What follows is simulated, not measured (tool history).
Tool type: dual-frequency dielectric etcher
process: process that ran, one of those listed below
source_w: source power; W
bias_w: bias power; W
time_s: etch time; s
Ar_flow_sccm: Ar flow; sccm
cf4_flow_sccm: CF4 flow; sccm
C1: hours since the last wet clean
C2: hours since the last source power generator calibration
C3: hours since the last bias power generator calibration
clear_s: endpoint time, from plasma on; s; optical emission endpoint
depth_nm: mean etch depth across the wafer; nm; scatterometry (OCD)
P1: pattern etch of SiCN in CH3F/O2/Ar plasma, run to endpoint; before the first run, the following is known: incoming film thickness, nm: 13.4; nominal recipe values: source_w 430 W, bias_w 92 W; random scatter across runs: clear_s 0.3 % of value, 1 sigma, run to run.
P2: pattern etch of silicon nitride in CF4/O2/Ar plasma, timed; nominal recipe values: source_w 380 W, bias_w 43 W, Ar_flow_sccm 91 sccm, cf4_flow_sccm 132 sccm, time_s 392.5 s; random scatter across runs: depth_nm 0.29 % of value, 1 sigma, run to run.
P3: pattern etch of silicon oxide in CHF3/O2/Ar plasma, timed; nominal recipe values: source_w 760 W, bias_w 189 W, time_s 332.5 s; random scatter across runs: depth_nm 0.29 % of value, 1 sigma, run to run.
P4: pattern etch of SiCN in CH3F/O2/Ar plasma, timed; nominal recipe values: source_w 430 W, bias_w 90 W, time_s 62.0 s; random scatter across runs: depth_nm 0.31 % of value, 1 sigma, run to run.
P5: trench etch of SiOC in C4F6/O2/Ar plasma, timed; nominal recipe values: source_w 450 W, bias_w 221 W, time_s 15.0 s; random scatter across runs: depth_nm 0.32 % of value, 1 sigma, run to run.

Run 1, hour 18.3: process P1, source_w 430 W, bias_w 92 W; C1 359.7; C2 3800.0; C3 1224.5. Result: clear_s 32.270 s.
Run 2, hour 26.3: process P1, source_w 430 W, bias_w 92 W; C1 367.7; C2 3808.0; C3 1232.5. Result: clear_s 32.442 s.
Run 3, hour 38.3: process P1, source_w 430 W, bias_w 69 W; C1 379.7; C2 3820.0; C3 1244.5. Result: clear_s 35.879 s.
Run 4, hour 47.2: process P3, source_w 450 W, bias_w 189 W, time_s 332.5 s; C1 388.6; C2 3828.9; C3 1253.4. Result: depth_nm 612.250 nm.
Run 5, hour 56.0: process P1, source_w 430 W, bias_w 118 W; C1 397.4; C2 3837.7; C3 1262.2. Result: clear_s 29.439 s.
Run 6, hour 70.8: process P1, source_w 430 W, bias_w 92 W; C1 412.2; C2 3852.5; C3 1277.0. Result: clear_s 32.230 s.
Run 7, hour 85.3: process P2, source_w 380 W, bias_w 43 W, time_s 392.5 s, Ar_flow_sccm 91 sccm, cf4_flow_sccm 132 sccm; C1 426.7; C2 3867.0; C3 1291.5. Result: depth_nm 573.670 nm.
Run 8, hour 98.6: process P1, source_w 430 W, bias_w 92 W; C1 440.0; C2 3880.3; C3 1304.8. Result: clear_s 32.396 s.
Run 9, hour 110.9: process P1, source_w 350 W, bias_w 62 W; C1 452.3; C2 3892.6; C3 1317.1. Result: clear_s 40.100 s.
Run 10, hour 119.8: process P4, source_w 430 W, bias_w 90 W, time_s 62.0 s; C1 461.2; C2 3901.5; C3 1326.0. Result: depth_nm 26.947 nm.
Run 11, hour 132.6: process P5, source_w 450 W, bias_w 221 W, time_s 15.0 s; C1 474.0; C2 3914.3; C3 1338.8. Result: depth_nm 34.311 nm.
Run 12, hour 140.9: process P1, source_w 430 W, bias_w 92 W; C1 482.3; C2 3922.6; C3 1347.1. Result: clear_s 32.216 s.
Run 13, hour 155.8: process P5, source_w 620 W, bias_w 221 W, time_s 15.0 s; C1 497.2; C2 3937.5; C3 1362.0. Result: depth_nm 38.338 nm.
Run 14, hour 171.8: process P2, source_w 380 W, bias_w 43 W, time_s 392.5 s, Ar_flow_sccm 59 sccm, cf4_flow_sccm 132 sccm; C1 513.2; C2 3953.5; C3 1378.0. Result: depth_nm 594.160 nm.
Run 15, hour 187.5: process P4, source_w 430 W, bias_w 68 W, time_s 62.0 s; C1 528.9; C2 3969.2; C3 1393.7. Result: depth_nm 24.295 nm.
Run 16, hour 202.4: process P2, source_w 380 W, bias_w 43 W, time_s 392.5 s, Ar_flow_sccm 91 sccm, cf4_flow_sccm 132 sccm; C1 543.8; C2 3984.1; C3 1408.6. Result: depth_nm 570.390 nm.
Run 17, hour 219.5: process P2, source_w 380 W, bias_w 43 W, time_s 392.5 s, Ar_flow_sccm 91 sccm, cf4_flow_sccm 170 sccm; C1 560.9; C2 4001.2; C3 1425.7. Result: depth_nm 585.760 nm.
Run 18, hour 230.4: process P3, source_w 760 W, bias_w 225 W, time_s 332.5 s; C1 571.8; C2 4012.1; C3 1436.6. Result: depth_nm 791.790 nm.
Run 19, hour 248.2: process P3, source_w 760 W, bias_w 189 W, time_s 423.5 s; C1 589.6; C2 4029.9; C3 1454.4. Result: depth_nm 950.790 nm.
Run 20, hour 264.5: process P2, source_w 380 W, bias_w 43 W, time_s 294.5 s, Ar_flow_sccm 91 sccm, cf4_flow_sccm 132 sccm; C1 605.9; C2 4046.2; C3 1470.7. Result: depth_nm 428.320 nm.
Run 21, hour 275.4: process P4, source_w 430 W, bias_w 90 W, time_s 39.0 s; C1 616.8; C2 4057.1; C3 1481.6. Result: depth_nm 16.936 nm.
Run 22, hour 289.7: process P1, source_w 580 W, bias_w 92 W; C1 631.1; C2 4071.4; C3 1495.9. Result: clear_s 28.885 s.
Run 23, hour 300.8: process P4, source_w 580 W, bias_w 90 W, time_s 62.0 s; C1 642.2; C2 4082.5; C3 1507.0. Result: depth_nm 29.811 nm.

For run 24, what comes out?
Run 24, hour 311.6: process P2, source_w 380 W, bias_w 30 W, time_s 392.5 s, Ar_flow_sccm 91 sccm, cf4_flow_sccm 132 sccm; C1 653.0; C2 4093.3; C3 1517.8. Result: depth_nm ?.

{"run 24": {"depth_nm": 506.82}}

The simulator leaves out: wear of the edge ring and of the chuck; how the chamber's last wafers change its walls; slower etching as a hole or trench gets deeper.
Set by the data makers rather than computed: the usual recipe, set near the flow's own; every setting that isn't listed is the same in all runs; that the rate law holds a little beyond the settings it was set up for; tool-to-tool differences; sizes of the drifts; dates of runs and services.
